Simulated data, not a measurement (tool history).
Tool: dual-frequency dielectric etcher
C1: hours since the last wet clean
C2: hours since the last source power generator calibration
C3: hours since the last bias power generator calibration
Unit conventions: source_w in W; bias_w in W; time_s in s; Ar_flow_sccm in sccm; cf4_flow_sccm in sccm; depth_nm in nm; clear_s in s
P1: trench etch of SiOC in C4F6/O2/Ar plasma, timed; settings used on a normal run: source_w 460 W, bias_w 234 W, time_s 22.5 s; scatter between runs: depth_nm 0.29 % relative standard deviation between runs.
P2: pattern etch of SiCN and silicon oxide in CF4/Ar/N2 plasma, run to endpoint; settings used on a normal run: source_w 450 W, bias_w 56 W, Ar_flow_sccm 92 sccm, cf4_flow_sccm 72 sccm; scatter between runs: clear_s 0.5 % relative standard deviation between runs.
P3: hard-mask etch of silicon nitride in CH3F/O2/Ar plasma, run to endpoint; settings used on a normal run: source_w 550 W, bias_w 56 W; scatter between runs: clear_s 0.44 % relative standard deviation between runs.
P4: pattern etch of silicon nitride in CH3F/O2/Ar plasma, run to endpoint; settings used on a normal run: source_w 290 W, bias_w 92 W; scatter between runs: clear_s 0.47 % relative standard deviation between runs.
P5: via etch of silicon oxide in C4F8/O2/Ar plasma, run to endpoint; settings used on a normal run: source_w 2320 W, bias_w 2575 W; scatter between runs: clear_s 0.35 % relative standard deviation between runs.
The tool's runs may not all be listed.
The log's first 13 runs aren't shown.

Run 14, hour 141.0: process P3, source_w 550 W, bias_w 37 W; C1 333.3; C2 3275.6; C3 2339.8. Result: clear_s 64.212 s.
Run 15, hour 148.4: process P1, source_w 460 W, bias_w 234 W, time_s 22.5 s; C1 340.7; C2 3283.0; C3 2347.2. Result: depth_nm 54.304 nm.
Run 16, hour 161.0: process P1, source_w 460 W, bias_w 234 W, time_s 22.5 s; C1 353.3; C2 3295.6; C3 2359.8. Result: depth_nm 54.140 nm.
Run 17, hour 171.7: process P2, source_w 450 W, bias_w 37 W, Ar_flow_sccm 92 sccm, cf4_flow_sccm 72 sccm; C1 364.0; C2 3306.3; C3 2370.5. Result: clear_s 18.084 s.
Run 18, hour 181.2: process P4, source_w 290 W, bias_w 92 W; C1 373.5; C2 3315.8; C3 2380.0. Result: clear_s 59.792 s.
Run 19, hour 188.7: process P2, source_w 450 W, bias_w 56 W, Ar_flow_sccm 92 sccm, cf4_flow_sccm 72 sccm; C1 381.0; C2 3323.3; C3 2387.5. Result: clear_s 16.059 s.
Run 20, hour 201.3: process P1, source_w 460 W, bias_w 309 W, time_s 22.5 s; C1 393.6; C2 3335.9; C3 2400.1. Result: depth_nm 59.612 nm.
Run 21, hour 215.6: process P1, source_w 460 W, bias_w 234 W, time_s 33.0 s; C1 407.9; C2 3350.2; C3 2414.4. Result: depth_nm 79.368 nm.
Run 22, hour 229.7: process P1, source_w 270 W, bias_w 234 W, time_s 22.5 s; C1 422.0; C2 3364.3; C3 2428.5. Result: depth_nm 44.068 nm.
Run 23, hour 240.9: process P4, source_w 290 W, bias_w 120 W; C1 433.2; C2 3375.5; C3 2439.7. Result: clear_s 53.908 s.
Run 24, hour 250.4: process P1, source_w 460 W, bias_w 234 W, time_s 22.5 s; C1 442.7; C2 3385.0; C3 2449.2. Result: depth_nm 53.998 nm.
Run 25, hour 264.4: process P3, source_w 550 W, bias_w 56 W; C1 456.7; C2 3399.0; C3 2463.2. Result: clear_s 57.006 s.
Run 26, hour 277.1: process P1, source_w 460 W, bias_w 234 W, time_s 14.0 s; C1 469.4; C2 3411.7; C3 2475.9. Result: depth_nm 33.664 nm.
Run 27, hour 284.3: process P1, source_w 460 W, bias_w 156 W, time_s 22.5 s; C1 476.6; C2 3418.9; C3 2483.1. Result: depth_nm 47.338 nm.
Run 28, hour 292.1: process P5, source_w 2320 W, bias_w 3242 W; C1 484.4; C2 3426.7; C3 2490.9. Result: clear_s 229.460 s.
Run 29, hour 301.9: process P1, source_w 460 W, bias_w 234 W, time_s 22.5 s; C1 494.2; C2 3436.5; C3 2500.7. Result: depth_nm 53.842 nm.
Run 30, hour 311.8: process P1, source_w 460 W, bias_w 234 W, time_s 22.5 s; C1 504.1; C2 3446.4; C3 2510.6. Result: depth_nm 54.425 nm.
Run 31, hour 324.9: process P1, source_w 460 W, bias_w 234 W, time_s 22.5 s; C1 517.2; C2 3459.5; C3 2523.7. Result: depth_nm 54.578 nm.

Run 32 is up next; what results do you expect?
Run 32, hour 331.6: process P1, source_w 460 W, bias_w 234 W, time_s 22.5 s; C1 523.9; C2 3466.2; C3 2530.4. Result: depth_nm ?.

{"run 32": {"depth_nm": 54.827}}

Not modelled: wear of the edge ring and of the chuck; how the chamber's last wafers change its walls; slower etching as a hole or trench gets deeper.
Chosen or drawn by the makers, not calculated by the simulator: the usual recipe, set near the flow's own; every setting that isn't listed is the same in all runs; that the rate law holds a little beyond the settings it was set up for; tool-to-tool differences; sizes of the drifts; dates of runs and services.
